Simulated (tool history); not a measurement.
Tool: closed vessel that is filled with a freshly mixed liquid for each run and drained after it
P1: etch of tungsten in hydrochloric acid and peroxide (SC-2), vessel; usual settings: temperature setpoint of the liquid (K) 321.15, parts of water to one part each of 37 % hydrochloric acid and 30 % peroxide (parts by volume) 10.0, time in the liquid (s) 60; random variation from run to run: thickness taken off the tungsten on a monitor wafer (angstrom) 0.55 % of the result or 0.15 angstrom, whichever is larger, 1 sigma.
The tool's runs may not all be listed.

run,day,temperature setpoint of the liquid (K),parts of water to one part each of 37 % hydrochloric acid and 30 % peroxide (parts by volume),time in the liquid (s),thickness taken off the tungsten on a monitor wafer (angstrom)
1,0.129,321.15,10.0,60,91.844
2,0.342,321.15,10.0,60,91.757
3,0.558,321.15,10.0,60,92.243
4,0.662,321.15,4.0,30,93.146
5,0.854,308.15,14.5,60,26.964
6,0.996,309.65,4.0,60,82.140
7,1.204,321.15,10.0,60,92.156
8,1.312,336.65,10.0,60,248.690
9,1.458,321.15,17.5,60,57.083
10,1.575,308.15,10.0,60,36.695
11,1.762,321.15,10.0,30,46.092
12,1.946,321.15,10.0,60,92.289
13,2.171,321.15,10.0,110,167.440
14,2.321,321.15,4.0,60,184.800
15,2.438,321.15,10.0,60,91.600
16,2.633,321.15,10.0,60,91.853

The next listed run, before its measurement:
17,2.817,321.15,10.0,60,?

Run 17 gave thickness taken off the tungsten on a monitor wafer (angstrom) 94.528.
